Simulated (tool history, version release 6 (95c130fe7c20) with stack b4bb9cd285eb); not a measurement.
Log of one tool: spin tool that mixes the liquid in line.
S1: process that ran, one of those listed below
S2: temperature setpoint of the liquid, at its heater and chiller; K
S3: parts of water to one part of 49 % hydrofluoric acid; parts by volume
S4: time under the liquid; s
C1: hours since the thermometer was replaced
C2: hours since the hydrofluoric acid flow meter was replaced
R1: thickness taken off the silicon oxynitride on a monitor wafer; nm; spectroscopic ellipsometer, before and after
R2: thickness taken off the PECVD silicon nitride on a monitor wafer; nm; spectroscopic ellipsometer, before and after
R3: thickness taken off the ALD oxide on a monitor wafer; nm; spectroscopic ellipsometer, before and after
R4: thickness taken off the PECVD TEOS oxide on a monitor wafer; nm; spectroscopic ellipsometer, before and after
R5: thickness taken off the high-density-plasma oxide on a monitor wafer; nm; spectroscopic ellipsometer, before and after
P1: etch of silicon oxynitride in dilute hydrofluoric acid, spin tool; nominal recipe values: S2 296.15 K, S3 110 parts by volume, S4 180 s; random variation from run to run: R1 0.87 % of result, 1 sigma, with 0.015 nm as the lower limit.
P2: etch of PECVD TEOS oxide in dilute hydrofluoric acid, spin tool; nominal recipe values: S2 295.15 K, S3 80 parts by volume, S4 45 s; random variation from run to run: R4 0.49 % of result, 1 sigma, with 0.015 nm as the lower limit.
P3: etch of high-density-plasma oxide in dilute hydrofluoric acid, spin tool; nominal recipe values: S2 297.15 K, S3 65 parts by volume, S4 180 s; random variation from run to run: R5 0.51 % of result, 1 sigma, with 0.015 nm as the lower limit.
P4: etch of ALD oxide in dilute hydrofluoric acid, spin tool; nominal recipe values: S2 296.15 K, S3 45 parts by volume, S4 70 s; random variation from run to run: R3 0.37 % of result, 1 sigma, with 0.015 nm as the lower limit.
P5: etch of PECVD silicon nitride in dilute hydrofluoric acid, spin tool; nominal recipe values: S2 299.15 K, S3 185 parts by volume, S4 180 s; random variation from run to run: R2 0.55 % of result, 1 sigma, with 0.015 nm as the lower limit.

run 1 hour=6.8 | S1=P1 S2=296.15 S3=110 S4=180 | C1=236.1 C2=266.2 | R1=3.0204
run 2 hour=13.3 | S1=P5 S2=299.15 S3=50 S4=180 | C1=242.6 C2=272.7 | R2=17.461
run 3 hour=18.1 | S1=P1 S2=296.15 S3=165 S4=180 | C1=247.4 C2=277.5 | R1=1.92
run 4 hour=24.9 | S1=P1 S2=301.15 S3=110 S4=180 | C1=254.2 C2=284.3 | R1=3.7989
run 5 hour=31.6 | S1=P1 S2=290.15 S3=110 S4=180 | C1=260.9 C2=291 | R1=2.262
run 6 hour=34.9 | S1=P4 S2=296.15 S3=45 S4=35 | C1=264.2 C2=294.3 | R3=15.745
run 7 hour=38.1 | S1=P4 S2=296.15 S3=20 S4=70 | C1=267.4 C2=297.5 | R3=73.082
run 8 hour=45.1 | S1=P2 S2=295.15 S3=25 S4=45 | C1=274.4 C2=304.5 | R4=27.158
run 9 hour=48.2 | S1=P1 S2=291.15 S3=195 S4=180 | C1=277.5 C2=307.6 | R1=1.2739
run 10 hour=54.8 | S1=P3 S2=297.15 S3=65 S4=15 | C1=284.1 C2=314.2 | R5=1.1993
run 11 hour=60.5 | S1=P1 S2=296.15 S3=110 S4=180 | C1=289.8 C2=319.9 | R1=3.008
run 12 hour=65.5 | S1=P5 S2=299.15 S3=185 S4=180 | C1=294.8 C2=324.9 | R2=4.7723
run 13 hour=70.8 | S1=P4 S2=290.65 S3=45 S4=70 | C1=300.1 C2=330.2 | R3=24.847
run 14 hour=74.7 | S1=P2 S2=290.15 S3=80 S4=45 | C1=304 C2=334.1 | R4=6.3922
run 15 hour=81 | S1=P1 S2=296.15 S3=110 S4=180 | C1=310.3 C2=340.4 | R1=3.0549
run 16 hour=85.6 | S1=P2 S2=295.15 S3=80 S4=65 | C1=314.9 C2=345 | R4=11.489
run 17 hour=88.9 | S1=P1 S2=296.15 S3=110 S4=180 | C1=318.2 C2=348.3 | R1=3.0653
run 18 hour=95.8 | S1=P1 S2=296.15 S3=60 S4=180 | C1=325.1 C2=355.2 | R1=5.8253
run 19 hour=99.8 | S1=P2 S2=295.15 S3=80 S4=45 | C1=329.1 C2=359.2 | R4=7.9447
run 20 hour=106.3 | S1=P3 S2=290.15 S3=65 S4=180 | C1=335.6 C2=365.7 | R5=10.394
run 21 hour=112 | S1=P3 S2=297.15 S3=65 S4=180 | C1=341.3 C2=371.4 | R5=13.901

Expected results for the next run?
run 22 hour=118.7 | S1=P4 S2=296.15 S3=45 S4=70 | C1=348 C2=378.1 | R3=?

R3: 31.615 nm

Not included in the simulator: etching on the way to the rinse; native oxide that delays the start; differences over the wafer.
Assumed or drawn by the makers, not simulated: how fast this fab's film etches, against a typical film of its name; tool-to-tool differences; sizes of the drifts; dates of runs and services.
